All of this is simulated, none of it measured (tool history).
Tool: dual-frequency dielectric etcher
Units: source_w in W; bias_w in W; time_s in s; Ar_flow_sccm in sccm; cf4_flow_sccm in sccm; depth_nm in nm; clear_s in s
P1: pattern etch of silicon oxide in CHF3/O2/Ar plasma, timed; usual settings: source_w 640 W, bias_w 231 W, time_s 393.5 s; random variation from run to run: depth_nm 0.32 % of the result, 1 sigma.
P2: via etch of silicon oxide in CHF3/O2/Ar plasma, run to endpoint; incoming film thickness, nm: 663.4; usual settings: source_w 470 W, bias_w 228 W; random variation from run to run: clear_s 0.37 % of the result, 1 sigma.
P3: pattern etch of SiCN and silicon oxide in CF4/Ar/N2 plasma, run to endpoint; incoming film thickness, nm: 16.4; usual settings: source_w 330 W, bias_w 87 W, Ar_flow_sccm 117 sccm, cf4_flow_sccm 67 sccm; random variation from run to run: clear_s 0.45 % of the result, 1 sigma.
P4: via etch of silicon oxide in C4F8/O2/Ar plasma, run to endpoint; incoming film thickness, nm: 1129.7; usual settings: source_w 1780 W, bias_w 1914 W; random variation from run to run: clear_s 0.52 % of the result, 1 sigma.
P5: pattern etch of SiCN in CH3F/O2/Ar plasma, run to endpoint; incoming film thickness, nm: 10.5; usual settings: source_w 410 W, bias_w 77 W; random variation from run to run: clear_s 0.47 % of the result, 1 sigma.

run   hour  process  source_w  bias_w  time_s  Ar_flow_sccm  cf4_flow_sccm  hours since the last wet clean  hours since the last source power generator calibration  hours since the last bias power generator calibration  depth_nm  clear_s
  1   11.1       P1       640     231   393.5                                                          329                                                   1196.5                                                  996.9    889.38
  2   18.6       P4      1780    2640                                                                336.5                                                     1204                                                 1004.4             212.97
  3   32.3       P1       640     135   393.5                                                        350.2                                                   1217.7                                                 1018.1    741.93
  4   41.8       P1       640     231   393.5                                                        359.7                                                   1227.2                                                 1027.6    882.79
  5   50.1       P2       470     228                                                                  368                                                   1235.5                                                 1035.9             334.86
  6   58.8       P1       640     231   393.5                                                        376.7                                                   1244.2                                                 1044.6    883.09
  7   66.6       P4      1780    1914                                                                384.5                                                     1252                                                 1052.4             235.12
  8     75       P1       640     302   393.5                                                        392.9                                                   1260.4                                                 1060.8    977.33
  9   84.1       P2       470     306                                                                  402                                                   1269.5                                                 1069.9             300.34
 10   94.5       P1       510     231   539.5                                                        412.4                                                   1279.9                                                 1080.3    1108.6
 11  107.1       P1       410     231   393.5                                                          425                                                   1292.5                                                 1092.9    749.98
 12  120.2       P5       410      77                                                                438.1                                                   1305.6                                                   1106             27.645
 13    130       P3       330      87                   161             67                           447.9                                                   1315.4                                                 1115.8             25.654
 14  143.4       P1       640     231   393.5                                                        461.3                                                   1328.8                                                 1129.2    886.05
 15  157.6       P3       330      87                   117             67                           475.5                                                     1343                                                 1143.4             24.334
 16  172.5       P1       810     144   393.5                                                        490.4                                                   1357.9                                                 1158.3    828.94
 17  182.6       P1       640     319   305.5                                                        500.5                                                     1368                                                 1168.4    771.78
 18  194.3       P1       640     231   544.5                                                        512.2                                                   1379.7                                                 1180.1    1223.3
 19  207.4       P4      2320    1914                                                                525.3                                                   1392.8                                                 1193.2             210.86
 20  217.6       P3       390      87                   117             67                           535.5                                                     1403                                                 1203.4             20.971
 21  231.5       P1       640     231   288.5                                                        549.4                                                   1416.9                                                 1217.3    652.26
 22  241.4       P5       410     100                                                                559.3                                                   1426.8                                                 1227.2             24.832
 23  249.5       P2       560     228                                                                567.4                                                   1434.9                                                 1235.3             314.43
 24  264.5       P5       520      77                                                                582.4                                                   1449.9                                                 1250.3             25.042
 25  279.7       P1       640     231   393.5                                                        597.6                                                   1465.1                                                 1265.5    884.42
 26    294       P3       330     121                   117             67                           611.9                                                   1479.4                                                 1279.8             21.521
 27  308.2       P1       890     231   393.5                                                        626.1                                                   1493.6                                                   1294    1003.2
 28  320.2       P2       470     228                                                                638.1                                                   1505.6                                                   1306             336.07
       327  -- wet clean of the chamber
 29  331.6       P3       330      87                   117             90                             4.6                                                     1517                                                 1317.4             23.315
 30  343.2       P4      1780    1914                                                                 16.2                                                   1528.6                                                   1329             232.28
 31  355.1       P3       330      87                   117             67                            28.1                                                   1540.5                                                 1340.9             24.417
 32  366.4       P1       640     231   393.5                                                         39.4                                                   1551.8                                                 1352.2    886.04
 33  373.9       P1       640     231   393.5                                                         46.9                                                   1559.3                                                 1359.7    879.56
 34  386.5       P1       640     231   393.5                                                         59.5                                                   1571.9                                                 1372.3    878.06

Forecast run 35:
 35  394.7       P1       640     231   393.5                                                         67.7                                                   1580.1                                                 1380.5         ?

{"run 35": {"depth_nm": 874.45}}
